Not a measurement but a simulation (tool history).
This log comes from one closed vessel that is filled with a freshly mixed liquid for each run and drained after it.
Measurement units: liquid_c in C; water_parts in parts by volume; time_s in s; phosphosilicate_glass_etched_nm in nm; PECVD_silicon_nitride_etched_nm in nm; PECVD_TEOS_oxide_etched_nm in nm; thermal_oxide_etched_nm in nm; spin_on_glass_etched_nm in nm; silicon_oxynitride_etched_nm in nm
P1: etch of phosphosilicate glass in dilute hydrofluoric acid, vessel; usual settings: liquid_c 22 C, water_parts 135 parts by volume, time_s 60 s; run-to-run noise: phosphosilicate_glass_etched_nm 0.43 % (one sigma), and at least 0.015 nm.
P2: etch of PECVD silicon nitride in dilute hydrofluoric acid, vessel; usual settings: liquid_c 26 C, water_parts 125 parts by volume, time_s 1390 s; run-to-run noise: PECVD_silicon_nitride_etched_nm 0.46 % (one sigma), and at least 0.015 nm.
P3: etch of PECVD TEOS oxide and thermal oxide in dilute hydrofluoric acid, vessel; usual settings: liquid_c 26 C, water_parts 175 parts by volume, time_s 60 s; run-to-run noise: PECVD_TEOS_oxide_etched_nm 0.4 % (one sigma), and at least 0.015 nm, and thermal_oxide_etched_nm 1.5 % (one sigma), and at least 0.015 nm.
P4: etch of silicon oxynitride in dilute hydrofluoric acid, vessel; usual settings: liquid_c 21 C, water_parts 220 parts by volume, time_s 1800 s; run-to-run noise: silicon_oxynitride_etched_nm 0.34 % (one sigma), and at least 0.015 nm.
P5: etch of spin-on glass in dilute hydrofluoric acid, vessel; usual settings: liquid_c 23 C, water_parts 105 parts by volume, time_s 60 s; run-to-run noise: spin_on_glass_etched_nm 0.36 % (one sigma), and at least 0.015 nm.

| run | hour | process | liquid_c | water_parts | time_s | hours since the thermometer was replaced | hours since the hydrofluoric acid flow meter was replaced | phosphosilicate_glass_etched_nm | PECVD_silicon_nitride_etched_nm | PECVD_TEOS_oxide_etched_nm | thermal_oxide_etched_nm | spin_on_glass_etched_nm | silicon_oxynitride_etched_nm |
|---|---|---|---|---|---|---|---|---|---|---|---|---|---|
| 1 | 12.4 | P1 | 22 | 135 | 60 | 651.3 | 129 | 44.099 |  |  |  |  |  |
| 2 | 28.1 | P2 | 26 | 125 | 510 | 667 | 144.7 |  | 18.006 |  |  |  |  |
| 3 | 36.6 | P3 | 26 | 175 | 60 | 675.5 | 153.2 |  |  | 5.9453 | 1.5915 |  |  |
| 4 | 53.9 | P2 | 26 | 125 | 1390 | 692.8 | 170.5 |  | 49.74 |  |  |  |  |
| 5 | 67 | P5 | 23 | 105 | 60 | 705.9 | 183.6 |  |  |  |  | 27.97 |  |
| 6 | 84.9 | P1 | 30.5 | 135 | 60 | 723.8 | 201.5 | 61.079 |  |  |  |  |  |
| 7 | 92.7 | P2 | 26 | 220 | 1390 | 731.6 | 209.3 |  | 28.058 |  |  |  |  |
| 8 | 108.3 | P3 | 21.5 | 175 | 60 | 747.2 | 224.9 |  |  | 5.0272 | 1.3488 |  |  |
| 9 | 119 | P1 | 22 | 135 | 60 | 757.9 | 235.6 | 44.711 |  |  |  |  |  |
| 10 | 132.1 | P4 | 21 | 220 | 1800 | 771 | 248.7 |  |  |  |  |  | 31.307 |
| 11 | 144.2 | P5 | 23 | 175 | 60 | 783.1 | 260.8 |  |  |  |  | 15.276 |  |
| 12 | 159.9 | P1 | 22 | 135 | 90 | 798.8 | 276.5 | 66.148 |  |  |  |  |  |
| 13 | 173.1 | P1 | 17 | 135 | 60 | 812 | 289.7 | 36.3 |  |  |  |  |  |
| 14 | 183.3 | P2 | 26 | 125 | 1390 | 822.2 | 299.9 |  | 49.363 |  |  |  |  |
| 15 | 193.4 | P1 | 17 | 135 | 85 | 832.3 | 310 | 51.197 |  |  |  |  |  |
| 16 | 209.7 | P5 | 17.5 | 105 | 60 | 848.6 | 326.3 |  |  |  |  | 22.108 |  |
| 17 | 222.7 | P1 | 22 | 135 | 60 | 861.6 | 339.3 | 44.372 |  |  |  |  |  |
| 18 | 234.9 | P4 | 21 | 60 | 1800 | 873.8 | 351.5 |  |  |  |  |  | 129.17 |
| 19 | 245.7 | P2 | 34 | 125 | 1390 | 884.6 | 362.3 |  | 80.735 |  |  |  |  |
| 20 | 258.1 | P1 | 22 | 55 | 60 | 897 | 374.7 | 118.84 |  |  |  |  |  |
| 21 | 275.4 | P4 | 28 | 220 | 1800 | 914.3 | 392 |  |  |  |  |  | 42.661 |
| 22 | 292.2 | P1 | 22 | 135 | 60 | 931.1 | 408.8 | 44.457 |  |  |  |  |  |
| 23 | 304.1 | P4 | 21 | 220 | 750 | 943 | 420.7 |  |  |  |  |  | 13.151 |
| 24 | 321 | P1 | 22 | 135 | 60 | 959.9 | 437.6 | 44.173 |  |  |  |  |  |
| 25 | 337.7 | P1 | 22 | 230 | 60 | 976.6 | 454.3 | 23.68 |  |  |  |  |  |
| 26 | 347.7 | P5 | 23 | 105 | 30 | 986.6 | 464.3 |  |  |  |  | 13.905 |  |
| 27 | 362.7 | P3 | 26 | 55 | 60 | 1001.6 | 479.3 |  |  | 21.992 | 5.7172 |  |  |
| 28 | 379.3 | P3 | 26 | 175 | 30 | 1018.2 | 495.9 |  |  | 2.9932 | 0.78734 |  |  |
| 29 | 390.5 | P1 | 22 | 135 | 30 | 1029.4 | 507.1 | 22.242 |  |  |  |  |  |
| 30 | 405.4 | P1 | 22 | 135 | 60 | 1044.3 | 522 | 44.364 |  |  |  |  |  |
| 31 | 420.5 | P1 | 22 | 135 | 60 | 1059.4 | 537.1 | 44.102 |  |  |  |  |  |
| 32 | 436.1 | P1 | 22 | 135 | 60 | 1075 | 552.7 | 42.609 |  |  |  |  |  |
| 33 | 450.5 | P1 | 22 | 135 | 60 | 1089.4 | 567.1 | 42.107 |  |  |  |  |  |
| 34 | 463.2 | P1 | 22 | 135 | 60 | 1102.1 | 579.8 | 41.169 |  |  |  |  |  |
| 35 | 473 | P1 | 22 | 135 | 60 | 1111.9 | 589.6 | 41.106 |  |  |  |  |  |
| 36 | 484.5 | P1 | 22 | 135 | 60 | 1123.4 | 601.1 | 41.045 |  |  |  |  |  |
| 37 | 501.4 | P1 | 22 | 135 | 60 | 1140.3 | 618 | 40.457 |  |  |  |  |  |
| 38 | 518.7 | P1 | 22 | 135 | 60 | 1157.6 | 635.3 | 40.229 |  |  |  |  |  |
| 39 | 535.7 | P1 | 22 | 135 | 60 | 1174.6 | 652.3 | 40.334 |  |  |  |  |  |

What will run 40 give?
| 40 | 547.6 | P1 | 22 | 135 | 60 | 1186.5 | 664.2 | ? |  |  |  |  |  |

{"run 40": {"phosphosilicate_glass_etched_nm": 40.528}}
